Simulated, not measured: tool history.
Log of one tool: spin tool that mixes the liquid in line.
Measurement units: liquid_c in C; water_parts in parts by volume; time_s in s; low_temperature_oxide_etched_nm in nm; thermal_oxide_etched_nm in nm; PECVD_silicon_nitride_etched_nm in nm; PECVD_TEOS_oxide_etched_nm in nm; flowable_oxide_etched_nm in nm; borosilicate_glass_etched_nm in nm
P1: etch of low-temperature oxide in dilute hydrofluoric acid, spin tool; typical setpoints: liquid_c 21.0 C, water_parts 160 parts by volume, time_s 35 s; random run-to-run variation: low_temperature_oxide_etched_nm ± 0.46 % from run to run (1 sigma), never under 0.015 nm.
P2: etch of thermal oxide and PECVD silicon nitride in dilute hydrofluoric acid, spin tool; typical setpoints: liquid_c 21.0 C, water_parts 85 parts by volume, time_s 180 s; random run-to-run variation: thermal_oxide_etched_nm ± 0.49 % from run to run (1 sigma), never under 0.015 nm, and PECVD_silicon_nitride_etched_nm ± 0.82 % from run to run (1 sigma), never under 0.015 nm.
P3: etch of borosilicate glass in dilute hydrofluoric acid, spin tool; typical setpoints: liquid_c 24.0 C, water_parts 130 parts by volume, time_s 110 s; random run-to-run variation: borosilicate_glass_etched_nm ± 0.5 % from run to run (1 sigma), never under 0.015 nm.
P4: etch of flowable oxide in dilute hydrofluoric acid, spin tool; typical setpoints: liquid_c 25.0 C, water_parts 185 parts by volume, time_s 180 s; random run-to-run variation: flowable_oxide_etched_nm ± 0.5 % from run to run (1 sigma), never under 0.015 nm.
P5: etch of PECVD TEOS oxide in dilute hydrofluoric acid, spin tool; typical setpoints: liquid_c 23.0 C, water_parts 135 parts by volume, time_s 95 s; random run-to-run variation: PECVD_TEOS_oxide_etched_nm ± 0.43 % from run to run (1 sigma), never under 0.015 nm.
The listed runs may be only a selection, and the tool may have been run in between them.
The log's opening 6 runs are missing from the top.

| run | hour | process | liquid_c | water_parts | time_s | hours since the thermometer was replaced | hours since the hydrofluoric acid flow meter was replaced | low_temperature_oxide_etched_nm | thermal_oxide_etched_nm | PECVD_silicon_nitride_etched_nm | PECVD_TEOS_oxide_etched_nm | flowable_oxide_etched_nm | borosilicate_glass_etched_nm |
|---|---|---|---|---|---|---|---|---|---|---|---|---|---|
| 7 | 43.9 | P1 | 25.5 | 160 | 35 | 281.8 | 492.1 | 7.5958 |  |  |  |  |  |
| 8 | 49.1 | P1 | 21.0 | 240 | 35 | 287.0 | 497.3 | 3.9547 |  |  |  |  |  |
| 9 | 55.9 | P5 | 31.0 | 135 | 95 | 293.8 | 504.1 |  |  |  | 23.703 |  |  |
| 10 | 63.5 | P4 | 31.5 | 185 | 180 | 301.4 | 511.7 |  |  |  |  | 42.375 |  |
| 11 | 70.4 | P1 | 17.0 | 160 | 35 | 308.3 | 518.6 | 5.4485 |  |  |  |  |  |
| 12 | 75.9 | P5 | 23.0 | 135 | 185 | 313.8 | 524.1 |  |  |  | 34.215 |  |  |
| 13 | 82.4 | P5 | 23.0 | 40 | 95 | 320.3 | 530.6 |  |  |  | 66.740 |  |  |
| 14 | 90.0 | P1 | 21.0 | 160 | 70 | 327.9 | 538.2 | 12.7950 |  |  |  |  |  |
| 15 | 97.7 | P2 | 21.0 | 150 | 180 | 335.6 | 545.9 |  | 4.8297 | 1.6825 |  |  |  |
| 16 | 103.0 | P3 | 24.0 | 130 | 110 | 340.9 | 551.2 |  |  |  |  |  | 31.9270 |
| 17 | 107.8 | P3 | 24.0 | 220 | 110 | 345.7 | 556.0 |  |  |  |  |  | 17.0460 |
| 18 | 115.3 | P2 | 21.0 | 85 | 80 | 353.2 | 563.5 |  | 4.0112 | 1.3343 |  |  |  |
| 19 | 123.4 | P5 | 23.0 | 135 | 95 | 361.3 | 571.6 |  |  |  | 17.549 |  |  |
| 20 | 130.1 | P3 | 30.0 | 130 | 110 | 368.0 | 578.3 |  |  |  |  |  | 39.6380 |
| 21 | 133.8 | P4 | 25.0 | 185 | 330 | 371.7 | 582.0 |  |  |  |  | 62.164 |  |
| 22 | 142.3 | P1 | 21.0 | 160 | 35 | 380.2 | 590.5 | 6.3748 |  |  |  |  |  |
| 23 | 149.1 | P3 | 24.0 | 130 | 15 | 387.0 | 597.3 |  |  |  |  |  | 4.3509 |
| 24 | 153.7 | P3 | 24.0 | 130 | 110 | 391.6 | 601.9 |  |  |  |  |  | 31.7770 |
| 25 | 158.0 | P1 | 21.0 | 85 | 35 | 395.9 | 606.2 | 13.1500 |  |  |  |  |  |
| 26 | 162.1 | P4 | 25.0 | 185 | 180 | 400.0 | 610.3 |  |  |  |  | 33.805 |  |
| 27 | 167.0 | P4 | 25.0 | 100 | 180 | 404.9 | 615.2 |  |  |  |  | 68.968 |  |
| 28 | 175.1 | P1 | 21.0 | 160 | 35 | 413.0 | 623.3 | 6.3460 |  |  |  |  |  |
| 29 | 182.9 | P1 | 21.0 | 160 | 35 | 420.8 | 631.1 | 6.3883 |  |  |  |  |  |

Estimate the outcome of run 30 from the log above:
| 30 | 190.1 | P2 | 21.0 | 85 | 180 | 428.0 | 638.3 |  | ? | ? |  |  |  |

Run 30 yielded thermal_oxide_etched_nm 9.0202 nm, PECVD_silicon_nitride_etched_nm 2.9417 nm.

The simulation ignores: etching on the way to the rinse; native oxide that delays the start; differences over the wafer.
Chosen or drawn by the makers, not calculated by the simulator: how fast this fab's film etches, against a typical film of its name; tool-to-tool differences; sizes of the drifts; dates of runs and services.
